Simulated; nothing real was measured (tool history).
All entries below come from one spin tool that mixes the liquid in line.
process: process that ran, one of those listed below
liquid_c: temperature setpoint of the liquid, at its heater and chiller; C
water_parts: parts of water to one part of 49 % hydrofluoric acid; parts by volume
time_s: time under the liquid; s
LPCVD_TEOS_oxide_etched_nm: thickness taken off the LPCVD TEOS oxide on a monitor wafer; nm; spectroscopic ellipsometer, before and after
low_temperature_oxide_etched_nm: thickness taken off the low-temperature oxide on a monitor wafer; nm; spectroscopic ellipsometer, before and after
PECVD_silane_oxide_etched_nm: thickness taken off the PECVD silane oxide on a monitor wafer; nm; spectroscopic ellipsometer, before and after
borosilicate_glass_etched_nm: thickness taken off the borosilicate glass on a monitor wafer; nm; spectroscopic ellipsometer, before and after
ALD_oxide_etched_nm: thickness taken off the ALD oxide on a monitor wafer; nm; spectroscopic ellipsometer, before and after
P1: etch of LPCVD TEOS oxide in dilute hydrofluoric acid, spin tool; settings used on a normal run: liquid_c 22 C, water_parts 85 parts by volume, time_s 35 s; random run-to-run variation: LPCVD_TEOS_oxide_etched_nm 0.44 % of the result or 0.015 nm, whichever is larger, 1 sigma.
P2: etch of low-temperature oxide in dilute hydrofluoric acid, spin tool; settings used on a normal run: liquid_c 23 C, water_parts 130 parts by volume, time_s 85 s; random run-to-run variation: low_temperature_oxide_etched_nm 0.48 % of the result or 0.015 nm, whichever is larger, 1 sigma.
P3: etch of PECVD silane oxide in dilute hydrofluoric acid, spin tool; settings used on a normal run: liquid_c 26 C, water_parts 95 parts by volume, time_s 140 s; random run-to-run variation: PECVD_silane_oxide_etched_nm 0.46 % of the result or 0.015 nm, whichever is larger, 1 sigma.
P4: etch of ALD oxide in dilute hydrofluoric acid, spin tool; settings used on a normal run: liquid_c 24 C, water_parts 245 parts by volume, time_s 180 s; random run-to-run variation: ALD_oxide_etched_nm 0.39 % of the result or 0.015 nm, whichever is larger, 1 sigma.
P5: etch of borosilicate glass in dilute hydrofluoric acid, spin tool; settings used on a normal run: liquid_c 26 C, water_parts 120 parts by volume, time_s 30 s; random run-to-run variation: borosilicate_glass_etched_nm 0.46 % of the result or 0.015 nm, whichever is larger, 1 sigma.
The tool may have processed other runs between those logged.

| run | hour | process | liquid_c | water_parts | time_s | LPCVD_TEOS_oxide_etched_nm | low_temperature_oxide_etched_nm | PECVD_silane_oxide_etched_nm | borosilicate_glass_etched_nm | ALD_oxide_etched_nm |
|---|---|---|---|---|---|---|---|---|---|---|
| 1 | 7.3 | P1 | 22 | 85 | 35 | 10.503 |  |  |  |  |
| 2 | 14.4 | P2 | 23 | 30 | 85 |  | 96.509 |  |  |  |
| 3 | 22.6 | P3 | 33.5 | 95 | 140 |  |  | 47.408 |  |  |
| 4 | 30.7 | P1 | 22 | 85 | 35 | 10.585 |  |  |  |  |
| 5 | 44 | P2 | 17 | 130 | 85 |  | 15.469 |  |  |  |
| 6 | 55.6 | P1 | 22 | 85 | 35 | 10.518 |  |  |  |  |
| 7 | 69.3 | P1 | 22 | 85 | 35 | 10.56 |  |  |  |  |
| 8 | 78.4 | P1 | 26 | 85 | 50 | 17.483 |  |  |  |  |
| 9 | 91.5 | P3 | 26 | 20 | 140 |  |  | 188.52 |  |  |
| 10 | 102.3 | P5 | 26 | 120 | 50 |  |  |  | 16.275 |  |
| 11 | 116.4 | P5 | 26 | 120 | 30 |  |  |  | 9.6866 |  |
| 12 | 129.7 | P1 | 28 | 85 | 35 | 13.247 |  |  |  |  |
| 13 | 140.6 | P2 | 23 | 130 | 85 |  | 19.543 |  |  |  |
| 14 | 150.4 | P1 | 22 | 85 | 35 | 10.48 |  |  |  |  |
| 15 | 163.3 | P3 | 26 | 95 | 75 |  |  | 19.18 |  |  |
| 16 | 169.5 | P1 | 22 | 85 | 60 | 18.038 |  |  |  |  |
| 17 | 183.3 | P2 | 23 | 130 | 160 |  | 37.315 |  |  |  |
| 18 | 191.1 | P4 | 24 | 245 | 180 |  |  |  |  | 14.6 |
| 19 | 203.5 | P1 | 22 | 145 | 35 | 5.765 |  |  |  |  |
| 20 | 213.2 | P1 | 22 | 20 | 35 | 48.455 |  |  |  |  |
| 21 | 224.5 | P4 | 24 | 415 | 180 |  |  |  |  | 7.315 |
| 22 | 231.9 | P4 | 24 | 245 | 310 |  |  |  |  | 25.101 |
| 23 | 238.2 | P1 | 22 | 85 | 35 | 10.531 |  |  |  |  |
| 24 | 251.1 | P3 | 26 | 95 | 140 |  |  | 35.57 |  |  |
| 25 | 263.1 | P2 | 23 | 130 | 85 |  | 19.514 |  |  |  |
| 26 | 269.3 | P1 | 22 | 130 | 60 | 11.079 |  |  |  |  |
| 27 | 276.2 | P3 | 26 | 95 | 140 |  |  | 35.784 |  |  |
| 28 | 285.8 | P4 | 30 | 245 | 180 |  |  |  |  | 17.901 |
| 29 | 296.1 | P1 | 22 | 85 | 15 | 4.491 |  |  |  |  |
| 30 | 303.3 | P5 | 18 | 120 | 30 |  |  |  | 7.0238 |  |
| 31 | 312.9 | P1 | 17 | 85 | 35 | 8.5674 |  |  |  |  |
| 32 | 324.9 | P5 | 26 | 120 | 30 |  |  |  | 9.6848 |  |
| 33 | 333.1 | P5 | 26 | 70 | 30 |  |  |  | 17.797 |  |
| 34 | 346.7 | P1 | 22 | 85 | 35 | 10.537 |  |  |  |  |
| 35 | 358.9 | P1 | 22 | 85 | 35 | 10.71 |  |  |  |  |
| 36 | 367.5 | P1 | 22 | 85 | 35 | 10.952 |  |  |  |  |
| 37 | 379.6 | P1 | 22 | 85 | 35 | 10.986 |  |  |  |  |
| 38 | 393 | P1 | 22 | 85 | 35 | 11.162 |  |  |  |  |
| 39 | 406.5 | P1 | 22 | 85 | 35 | 11.115 |  |  |  |  |
| 40 | 420.3 | P1 | 22 | 85 | 35 | 11.106 |  |  |  |  |
| 41 | 429.7 | P1 | 22 | 85 | 35 | 11.239 |  |  |  |  |
| 42 | 440 | P1 | 22 | 85 | 35 | 11.129 |  |  |  |  |
| 43 | 453 | P1 | 22 | 85 | 35 | 11.113 |  |  |  |  |

The log shows P1 creeping away from where it was. Any of the 2 causes listed here, at the size stated for it, fits the log just as well as the others:
A: liquid hotter than its thermometer reads (K) = 1.52
B: hydrofluoric acid flow above the setpoint (%) = 5.73
The creep began at about hour 346.7.

Consider the 4 single-wafer check runs listed below, results given as question marks: which one distinguishes between the causes by giving clearly different results for each?
| check 1 | 466 | P3 | 26 | 25 | 140 |  |  | ? |  |  |
| check 2 | 466 | P2 | 23 | 65 | 125 |  | ? |  |  |  |
| check 3 | 466 | P4 | 28.5 | 410 | 180 |  |  |  |  | ? |
| check 4 | 466 | P5 | 26 | 85 | 45 |  |  |  | ? |  |

Predicted outcomes, by check and by cause:
| check | result | if A | if B |
|---|---|---|---|
| check 1 | PECVD_silane_oxide_etched_nm | 158.98 | 158.16 |
| check 2 | low_temperature_oxide_etched_nm | 66.559 | 66.439 |
| check 3 | ALD_oxide_etched_nm | 8.9831 | 9.2677 |
| check 4 | borosilicate_glass_etched_nm | 22.805 | 22.86 |
Gap, in per cent, between the two causes that each check separates least, read from the result that separates them most: check 1 0.52 %; check 2 0.18 %; check 3 3.12 %; check 4 0.24 %
The causes can be told apart only by check 3. The other checks would give nearly the same results under each of them.

The results of check 3 are: ALD_oxide_etched_nm 9.3308 nm. Based on these, which of the listed causes is it?

It is B: hydrofluoric acid flow above the setpoint (%).

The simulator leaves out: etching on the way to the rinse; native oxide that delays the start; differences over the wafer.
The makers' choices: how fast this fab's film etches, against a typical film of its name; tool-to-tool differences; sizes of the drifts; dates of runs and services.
